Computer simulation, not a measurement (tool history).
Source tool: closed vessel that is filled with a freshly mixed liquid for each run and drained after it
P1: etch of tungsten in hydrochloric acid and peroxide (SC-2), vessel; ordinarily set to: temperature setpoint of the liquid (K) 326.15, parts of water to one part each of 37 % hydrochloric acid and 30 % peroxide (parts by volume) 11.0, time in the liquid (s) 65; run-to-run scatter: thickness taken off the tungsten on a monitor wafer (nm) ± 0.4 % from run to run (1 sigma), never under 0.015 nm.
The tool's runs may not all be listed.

run,day,temperature setpoint of the liquid (K),parts of water to one part each of 37 % hydrochloric acid and 30 % peroxide (parts by volume),time in the liquid (s),hours since the thermometer was replaced,hours since the chemicals flow meter was replaced,hours since the drum of peroxide was connected,thickness taken off the tungsten on a monitor wafer (nm)
1,0.179,326.15,11.0,65,862.0,1031.7,145.0,12.0890
2,0.296,326.15,11.0,65,864.8,1034.5,147.8,11.9550
# day 0.317: chemicals flow meter replaced
3,0.525,326.15,11.0,100,870.3,5.1,153.3,18.6220
4,0.650,326.15,11.0,65,873.3,8.1,156.3,11.9810
5,0.754,340.15,11.0,65,875.8,10.6,158.8,29.0640
6,0.988,326.15,19.5,65,881.4,16.2,164.4,7.2663
7,1.183,326.15,11.0,30,886.1,20.9,169.1,5.5328
8,1.329,311.15,11.0,65,889.6,24.4,172.6,4.2929
9,1.533,326.15,11.0,65,894.5,29.3,177.5,12.1840
10,1.717,326.15,11.0,65,898.9,33.7,181.9,12.0590
11,1.896,335.15,19.5,65,903.2,38.0,186.2,12.9910
12,2.096,326.15,4.0,65,908.0,42.8,191.0,26.1890
13,2.312,326.15,11.0,65,913.2,48.0,196.2,12.0660
14,2.542,326.15,11.0,65,918.7,53.5,201.7,12.3950
15,2.696,326.15,11.0,65,922.4,57.2,205.4,12.5620
16,2.904,326.15,11.0,65,927.4,62.2,210.4,12.7810
17,3.025,326.15,11.0,65,930.3,65.1,213.3,12.8130
18,3.221,326.15,11.0,65,935.0,69.8,218.0,13.0030
19,3.446,326.15,11.0,65,940.4,75.2,223.4,12.9130
20,3.562,326.15,11.0,65,943.2,78.0,226.2,12.9690
21,3.796,326.15,11.0,65,948.8,83.6,231.8,13.0010
22,3.938,326.15,11.0,65,952.2,87.0,235.2,13.0970
23,4.133,326.15,11.0,65,956.9,91.7,239.9,13.0010

What P1 gives has crept off from where it sat before. The 2 causes that follow fit the log equally well, each at the size noted:
A: chemicals flow above the setpoint (%) = 10.2
B: liquid hotter than its thermometer reads (K) = 1.25
At approximately day 2.312, the process output began to creep.
Each remaining cause and why it is not a fit:
peroxide weaker than its label (%): at most 8, giving a -7.4 % change in thickness taken off the tungsten on a monitor wafer (nm): too small, or against the direction of the creep

Below are 4 check runs, each averaged over 2 wafers, with their results shown as question marks. Which of them would give clearly different results depending on which cause is behind the drift?
check 1,4.329,326.15,19.5,65,,,,?
check 2,4.329,339.65,11.0,30,,,,?
check 3,4.329,317.65,4.0,65,,,,?
check 4,4.329,314.65,11.0,30,,,,?

Expected result of each check under each candidate cause:
check,result,if A,if B
check 1,thickness taken off the tungsten on a monitor wafer (nm),7.9432,7.8943
check 2,thickness taken off the tungsten on a monitor wafer (nm),14.0780,13.9880
check 3,thickness taken off the tungsten on a monitor wafer (nm),15.6950,16.0480
check 4,thickness taken off the tungsten on a monitor wafer (nm),2.7617,2.7784
Smallest distance between any two causes, each pair judged by its most separating result, in per cent: check 1 0.62 %; check 2 0.64 %; check 3 2.23 %; check 4 0.6 %
Only check 3 tells the causes apart: in the others they would give nearly the same result.

Here is what check 3 returned: thickness taken off the tungsten on a monitor wafer (nm) 15.7510. Which cause is it?

The cause is A: chemicals flow above the setpoint (%).
